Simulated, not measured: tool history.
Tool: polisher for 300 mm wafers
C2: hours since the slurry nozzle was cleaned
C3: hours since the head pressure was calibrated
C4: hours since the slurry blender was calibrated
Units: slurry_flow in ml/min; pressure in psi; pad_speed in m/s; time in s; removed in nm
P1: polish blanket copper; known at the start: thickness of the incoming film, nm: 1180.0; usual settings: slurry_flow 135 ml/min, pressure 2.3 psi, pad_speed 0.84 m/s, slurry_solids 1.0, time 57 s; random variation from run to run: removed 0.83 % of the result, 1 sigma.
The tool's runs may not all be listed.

Run 1, hour 15.8: slurry_flow 135 ml/min, pressure 2.3 psi, pad_speed 0.84 m/s, slurry_solids 1.0, time 57 s; wafers polished on this pad 806; C2 342.4; C3 372.4; C4 268.2. Result: removed 119.320 nm.
Run 2, hour 23.6: slurry_flow 135 ml/min, pressure 2.3 psi, pad_speed 1.26 m/s, slurry_solids 1.0, time 32 s; wafers polished on this pad 886; C2 350.2; C3 380.2; C4 276.0. Result: removed 101.700 nm.
Run 3, hour 40.5: slurry_flow 205 ml/min, pressure 2.3 psi, pad_speed 0.84 m/s, slurry_solids 1.0, time 57 s; wafers polished on this pad 1059; C2 367.1; C3 397.1; C4 292.9. Result: removed 128.150 nm.
Run 4, hour 49.0: slurry_flow 135 ml/min, pressure 2.3 psi, pad_speed 0.44 m/s, slurry_solids 1.0, time 57 s; wafers polished on this pad 1146; C2 375.6; C3 405.6; C4 301.4. Result: removed 63.347 nm.
Run 5, hour 63.4: slurry_flow 135 ml/min, pressure 2.3 psi, pad_speed 0.84 m/s, slurry_solids 1.0, time 57 s; wafers polished on this pad 1294; C2 390.0; C3 420.0; C4 315.8. Result: removed 120.320 nm.
Run 6, hour 80.1: slurry_flow 135 ml/min, pressure 2.3 psi, pad_speed 1.34 m/s, slurry_solids 1.0, time 57 s; wafers polished on this pad 1464; C2 406.7; C3 436.7; C4 332.5. Result: removed 188.490 nm.
Run 7, hour 92.0: slurry_flow 135 ml/min, pressure 2.3 psi, pad_speed 0.84 m/s, slurry_solids 1.0, time 28 s; wafers polished on this pad 1586; C2 418.6; C3 448.6; C4 344.4. Result: removed 58.839 nm.
Run 8, hour 104.0: slurry_flow 135 ml/min, pressure 2.3 psi, pad_speed 0.84 m/s, slurry_solids 1.0, time 57 s; wafers polished on this pad 1709; C2 430.6; C3 460.6; C4 356.4. Result: removed 120.720 nm.
At hour 109.4: slurry blender recalibrated.
Run 9, hour 118.2: slurry_flow 135 ml/min, pressure 2.3 psi, pad_speed 0.84 m/s, slurry_solids 0.5, time 57 s; wafers polished on this pad 1854; C2 444.8; C3 474.8; C4 8.8. Result: removed 105.640 nm.
Run 10, hour 133.8: slurry_flow 135 ml/min, pressure 2.3 psi, pad_speed 0.84 m/s, slurry_solids 1.0, time 57 s; wafers polished on this pad 2014; C2 460.4; C3 490.4; C4 24.4. Result: removed 118.550 nm.
Run 11, hour 149.7: slurry_flow 135 ml/min, pressure 2.3 psi, pad_speed 0.84 m/s, slurry_solids 1.5, time 57 s; wafers polished on this pad 2177; C2 476.3; C3 506.3; C4 40.3. Result: removed 129.130 nm.
Run 12, hour 160.0: slurry_flow 135 ml/min, pressure 1.2 psi, pad_speed 0.84 m/s, slurry_solids 1.0, time 57 s; wafers polished on this pad 2282; C2 486.6; C3 516.6; C4 50.6. Result: removed 62.398 nm.
Run 13, hour 169.7: slurry_flow 135 ml/min, pressure 2.3 psi, pad_speed 0.84 m/s, slurry_solids 1.0, time 89 s; wafers polished on this pad 2382; C2 496.3; C3 526.3; C4 60.3. Result: removed 188.070 nm.
Run 14, hour 185.7: slurry_flow 135 ml/min, pressure 3.5 psi, pad_speed 0.84 m/s, slurry_solids 1.0, time 57 s; wafers polished on this pad 2545; C2 512.3; C3 542.3; C4 76.3. Result: removed 182.680 nm.
Run 15, hour 199.1: slurry_flow 190 ml/min, pressure 2.3 psi, pad_speed 0.84 m/s, slurry_solids 1.0, time 75 s; wafers polished on this pad 2682; C2 525.7; C3 555.7; C4 89.7. Result: removed 165.050 nm.
Run 16, hour 215.8: slurry_flow 80 ml/min, pressure 2.3 psi, pad_speed 0.84 m/s, slurry_solids 1.0, time 57 s; wafers polished on this pad 2853; C2 542.4; C3 572.4; C4 106.4. Result: removed 104.930 nm.
Run 17, hour 231.0: slurry_flow 135 ml/min, pressure 2.3 psi, pad_speed 0.84 m/s, slurry_solids 1.0, time 57 s; wafers polished on this pad 3009; C2 557.6; C3 587.6; C4 121.6. Result: removed 117.980 nm.
Run 18, hour 239.0: slurry_flow 135 ml/min, pressure 2.3 psi, pad_speed 0.84 m/s, slurry_solids 1.0, time 57 s; wafers polished on this pad 3091; C2 565.6; C3 595.6; C4 129.6. Result: removed 116.360 nm.
Run 19, hour 247.5: slurry_flow 135 ml/min, pressure 2.3 psi, pad_speed 0.84 m/s, slurry_solids 1.0, time 57 s; wafers polished on this pad 3178; C2 574.1; C3 604.1; C4 138.1. Result: removed 112.250 nm.

Run 20 comes next. What will it give?
Run 20, hour 257.5: slurry_flow 135 ml/min, pressure 2.3 psi, pad_speed 0.84 m/s, slurry_solids 1.0, time 57 s; wafers polished on this pad 3280; C2 584.1; C3 614.1; C4 148.1. Result: removed ?.

Run 20 gave removed 111.230 nm.

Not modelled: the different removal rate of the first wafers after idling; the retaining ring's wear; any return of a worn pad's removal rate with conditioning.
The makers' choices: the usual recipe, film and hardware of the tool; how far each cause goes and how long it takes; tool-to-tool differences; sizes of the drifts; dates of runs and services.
